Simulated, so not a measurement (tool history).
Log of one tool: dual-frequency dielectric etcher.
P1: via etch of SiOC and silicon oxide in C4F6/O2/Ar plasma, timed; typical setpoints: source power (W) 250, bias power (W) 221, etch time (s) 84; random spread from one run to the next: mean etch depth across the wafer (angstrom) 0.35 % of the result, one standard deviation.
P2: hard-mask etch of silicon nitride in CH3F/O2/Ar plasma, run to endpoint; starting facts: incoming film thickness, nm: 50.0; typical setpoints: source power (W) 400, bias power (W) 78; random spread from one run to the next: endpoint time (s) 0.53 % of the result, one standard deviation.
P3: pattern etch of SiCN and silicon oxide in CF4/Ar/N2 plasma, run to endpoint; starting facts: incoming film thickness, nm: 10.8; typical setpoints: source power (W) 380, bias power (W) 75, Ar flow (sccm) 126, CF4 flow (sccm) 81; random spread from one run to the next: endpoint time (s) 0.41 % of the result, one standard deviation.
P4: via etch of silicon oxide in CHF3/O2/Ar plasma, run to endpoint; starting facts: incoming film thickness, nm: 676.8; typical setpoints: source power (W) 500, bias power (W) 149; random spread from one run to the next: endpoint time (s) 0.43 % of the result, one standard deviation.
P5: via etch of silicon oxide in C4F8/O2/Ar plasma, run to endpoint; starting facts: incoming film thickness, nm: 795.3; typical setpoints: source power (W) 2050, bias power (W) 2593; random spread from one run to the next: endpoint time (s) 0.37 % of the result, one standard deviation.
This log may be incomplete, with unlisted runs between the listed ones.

run	day	process that ran	source power (W)	bias power (W)	etch time (s)	Ar flow (sccm)	CF4 flow (sccm)	mean etch depth across the wafer (angstrom)	endpoint time (s)
1	0.6	P1	250	221	84			842.36	
2	1.075	P2	400	45					83.658
3	1.5	P5	2050	2593					144.3
4	2.058	P2	400	78					69.714
5	2.442	P1	310	184	84			863.56	
6	2.954	P1	250	221	104			1046.6	
7	3.229	P3	380	75		155	81		14.783
8	3.75	P3	380	75		126	81		14.446
9	4.221	P1	200	159	84			693.86	
10	4.771	P2	560	78					61.171
11	5.129	P1	250	139	101			873.53	
12	5.612	P3	380	98		126	81		13.085
13	5.958	P2	400	78					70.104
14	6.433	P3	380	75		126	97		13.981
15	6.788	P1	190	221	84			760.43	
16	7.079	P1	250	129	84			706.92	
17	7.392	P1	250	221	46			462.11	
18	7.812	P1	340	221	84			953.74	
19	8.229	P5	2760	2593					128.49
20	8.667	P1	250	221	84			846.58	
21	9.138	P5	2050	3084					137.03
22	9.512	P4	660	149					358.18
23	9.783	P1	250	296	84			935.27	
24	10.379	P3	490	75		126	81		11.623
25	10.662	P1	250	221	84			847.96	
26	11.108	P1	250	221	84			839.28	
27	11.396	P1	250	221	84			848.96	
28	11.775	P4	500	202					362.87
29	12.3	P1	250	221	84			846.42	
30	12.712	P4	500	149					398.89
31	13.017	P3	380	75		126	81		14.417
32	13.617	P1	250	221	84			848.63	
33	14.088	P1	250	221	84			839.6	
34	14.604	P1	250	221	84			830.97	
# day 14.775: wet clean of the chamber
35	14.871	P1	250	221	84			828.04	
36	15.229	P1	250	221	84			829.98	
37	15.596	P1	250	221	84			830.33	
38	16.062	P1	250	221	84			828.78	
39	16.412	P1	250	221	84			833.27	

Compared with where it was, what P1 gives has crept away. Each cause listed below fits the log as well as the rest, at the size given for it:
A: bias power that arrives under what is set, % = 4.9
B: source power that arrives under what is set, % = 4.46
Onset of the creep was near day 13.617.
Each remaining cause and why it is not a fit:
chamber walls in a state that lowers the etch rate, %: its service at day 14.775 followed the start of the drift and did not put the process back to its old value

Consider the 4 check runs below, whose results appear as question marks and each of which averages 2 wafers. Which one distinguishes the causes, in that each cause would give it a clearly different result?
check 1	16.762	P2	500	57					?
check 2	16.762	P3	380	75		145	81		?
check 3	16.762	P5	2690	2593					?
check 4	16.762	P4	600	198					?

Check results expected under each cause:
check	result	if A	if B
check 1	endpoint time (s)	72.684	72.817
check 2	endpoint time (s)	14.951	15.286
check 3	endpoint time (s)	131.57	132
check 4	endpoint time (s)	345.4	345.47
Smallest distance between any two causes, each pair judged by its most separating result, in per cent: check 1 0.18 %; check 2 2.21 %; check 3 0.33 %; check 4 0.02 %
Check 2 tells the causes apart: in the others they would give nearly the same result.

After running check 2, the following was obtained: endpoint time (s) 15.271. Which cause does this point to?

The correct cause is B, namely: source power that arrives under what is set, %.

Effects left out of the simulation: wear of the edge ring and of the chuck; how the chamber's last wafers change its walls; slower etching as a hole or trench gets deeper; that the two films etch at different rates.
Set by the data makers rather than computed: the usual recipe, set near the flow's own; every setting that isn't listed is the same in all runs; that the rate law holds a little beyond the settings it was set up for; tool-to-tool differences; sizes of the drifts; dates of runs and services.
